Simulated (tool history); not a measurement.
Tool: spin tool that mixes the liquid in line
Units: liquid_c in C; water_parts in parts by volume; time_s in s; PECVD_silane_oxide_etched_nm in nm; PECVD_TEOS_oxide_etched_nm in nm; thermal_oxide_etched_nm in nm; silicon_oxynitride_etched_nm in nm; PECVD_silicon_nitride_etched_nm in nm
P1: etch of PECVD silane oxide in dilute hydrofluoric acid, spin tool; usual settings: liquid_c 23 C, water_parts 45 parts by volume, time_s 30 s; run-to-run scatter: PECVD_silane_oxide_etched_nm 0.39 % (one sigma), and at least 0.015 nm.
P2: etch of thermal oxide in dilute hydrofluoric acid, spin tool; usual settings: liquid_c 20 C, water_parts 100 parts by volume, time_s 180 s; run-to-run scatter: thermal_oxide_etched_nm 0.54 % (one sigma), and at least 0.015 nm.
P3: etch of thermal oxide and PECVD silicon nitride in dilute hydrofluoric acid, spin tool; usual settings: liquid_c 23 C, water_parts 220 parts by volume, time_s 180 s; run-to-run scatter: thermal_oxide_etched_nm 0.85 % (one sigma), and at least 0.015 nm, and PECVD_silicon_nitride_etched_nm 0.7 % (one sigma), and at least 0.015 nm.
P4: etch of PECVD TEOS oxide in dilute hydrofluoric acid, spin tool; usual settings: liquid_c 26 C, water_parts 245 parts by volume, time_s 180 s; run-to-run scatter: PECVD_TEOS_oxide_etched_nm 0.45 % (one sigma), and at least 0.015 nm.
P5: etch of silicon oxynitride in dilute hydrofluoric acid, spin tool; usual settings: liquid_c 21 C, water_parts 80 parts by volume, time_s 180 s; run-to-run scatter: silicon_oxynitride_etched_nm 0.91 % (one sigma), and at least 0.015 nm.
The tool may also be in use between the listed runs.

run,hour,process,liquid_c,water_parts,time_s,PECVD_silane_oxide_etched_nm,PECVD_TEOS_oxide_etched_nm,thermal_oxide_etched_nm,silicon_oxynitride_etched_nm,PECVD_silicon_nitride_etched_nm
1,16.3,P1,23,45,30,31.84,,,,
2,30.6,P4,26,245,180,,18.61,,,
3,45.4,P1,23,45,30,31.5,,,,
4,61.5,P1,23,45,65,68.856,,,,
5,78.2,P1,23,65,30,21.423,,,,
6,91.6,P1,27.5,45,30,37.807,,,,
7,103.2,P2,20,100,180,,,7.236,,
8,113.4,P5,21,80,180,,,,3.0705,
9,131.1,P3,30.5,220,180,,,4.1521,,5.9917
10,143.4,P3,23,220,180,,,3.1286,,3.7526
11,157.8,P3,23,220,15,,,0.26454,,0.30948
12,168.9,P1,27,65,30,24.911,,,,
13,178.7,P5,29.5,80,180,,,,4.5148,
14,192.7,P4,26,245,335,,34.799,,,
15,202.8,P2,17,100,180,,,6.3205,,
16,219.7,P4,18,245,180,,13.945,,,
17,228.7,P1,23,45,30,31.595,,,,
18,245.5,P3,23,45,180,,,18.697,,18.098
19,254.9,P5,21,80,355,,,,6.0735,
20,268.3,P4,26,245,180,,18.682,,,
21,283.6,P4,26,65,180,,87.624,,,
22,296.9,P1,23,45,30,31.8,,,,
23,305.1,P5,21,130,180,,,,1.8169,
24,313.3,P1,18,45,15,12.784,,,,
25,322.2,P1,17,45,30,24.615,,,,
26,337.1,P1,23,45,15,15.823,,,,
27,351.4,P2,20,20,180,,,39.028,,
28,366.6,P2,20,100,180,,,7.1149,,
29,383.5,P2,20,100,85,,,3.3701,,
30,393.3,P1,23,20,30,74.081,,,,
31,407.3,P1,23,45,30,31.738,,,,
32,422.1,P1,23,45,30,32.322,,,,

Run 33 comes next. What will it give?
33,439,P1,23,45,30,?,,,,

Run 33 gave PECVD_silane_oxide_etched_nm 32.705 nm.
